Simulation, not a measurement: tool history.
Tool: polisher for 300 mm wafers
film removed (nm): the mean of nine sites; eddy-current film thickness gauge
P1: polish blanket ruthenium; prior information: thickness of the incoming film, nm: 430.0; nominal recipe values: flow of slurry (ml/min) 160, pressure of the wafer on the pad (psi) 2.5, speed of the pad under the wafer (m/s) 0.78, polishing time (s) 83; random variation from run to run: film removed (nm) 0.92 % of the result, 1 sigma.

run,hour,flow of slurry (ml/min),pressure of the wafer on the pad (psi),speed of the pad under the wafer (m/s),polishing time (s),wafers polished on this pad,hours since the slurry nozzle was cleaned,hours since the head pressure was calibrated,film removed (nm)
1,5.9,160,2.5,0.78,83,724,88.3,403.5,96.177
2,10.8,160,3.5,0.78,83,775,93.2,408.4,132.79
3,18.5,160,2.5,0.78,83,857,100.9,416.1,95.792
4,26.3,160,2.5,0.78,55,940,108.7,423.9,63.439
5,33,245,2.5,0.78,83,1011,115.4,430.6,101.39
6,39.8,160,2.5,0.78,83,1083,122.2,437.4,96.559
# hour 42.5: slurry nozzle cleaned
7,48.3,160,2.5,0.36,83,1173,5.9,445.9,44.224
8,53.3,160,1.9,0.78,119,1226,10.9,450.9,103.19
9,57.2,160,1.1,0.78,83,1267,14.8,454.8,42.886
10,62.2,160,2.5,0.78,83,1320,19.8,459.8,97.308
11,67.9,160,2.5,0.78,124,1380,25.5,465.5,143.31
12,74.9,160,2.5,1.2,83,1455,32.5,472.5,146.54
13,78.6,160,2.5,0.78,83,1494,36.2,476.2,95.339
14,85.5,160,2.5,0.78,83,1567,43.1,483.1,95.934
15,92.2,95,2.5,0.78,83,1638,49.8,489.8,86.437
16,96.3,160,2.5,0.78,83,1681,53.9,493.9,96.979
17,104.8,160,2.5,0.78,83,1771,62.4,502.4,93.991
18,113.3,160,2.5,0.78,83,1861,70.9,510.9,94.172
19,117.2,160,2.5,0.78,83,1903,74.8,514.8,91.945
20,123.9,160,2.5,0.78,83,1974,81.5,521.5,90.968
21,129.6,160,2.5,0.78,83,2034,87.2,527.2,92.411
22,136.5,160,2.5,0.78,83,2107,94.1,534.1,93.385
# hour 140.3: head pressure recalibrated
23,144.6,160,2.5,0.78,83,2193,102.2,4.4,90.378
24,152.1,160,2.5,0.78,83,2272,109.7,11.9,89.732
25,157.1,160,2.5,0.78,83,2325,114.7,16.9,90.756

The log shows P1 creeping away from where it was. Any of the 2 causes listed here, at the size stated for it, fits the log just as well as the others:
A: slurry flow missing at the pad, % = 26.7
B: removal rate lost through wear of the pad, % = 5.68
The process output started creeping at around hour 96.3.
Ruled out, with reasons:
head's pressure below its setpoint, %: serviced at hour 140.3, after the drift had started, without restoring the earlier output

Of the 4 check runs below, each run on 5 wafers with the results averaged and each result still a question mark, which one would tell the listed causes apart?
check 1,162.1,160,2.5,0.78,66,,,,?
check 2,162.1,190,1.2,0.78,83,,,,?
check 3,162.1,160,1.4,0.78,83,,,,?
check 4,162.1,95,1.6,0.78,83,,,,?

How each check would come out, cause by cause:
check,result,if A,if B
check 1,film removed (nm),72.211,72.205
check 2,film removed (nm),45.113,44.725
check 3,film removed (nm),50.854,50.85
check 4,film removed (nm),50.386,52.142
Gap, in per cent, between the two causes that each check separates least, read from the result that separates them most: check 1 0.01 %; check 2 0.86 %; check 3 0.01 %; check 4 3.43 %
The other checks would show nearly matching results whichever cause is true, so check 4 is the only one that separates the causes.

Here is what check 4 returned: film removed (nm) 50.478. Which cause is it?

The cause is A: slurry flow missing at the pad, %.
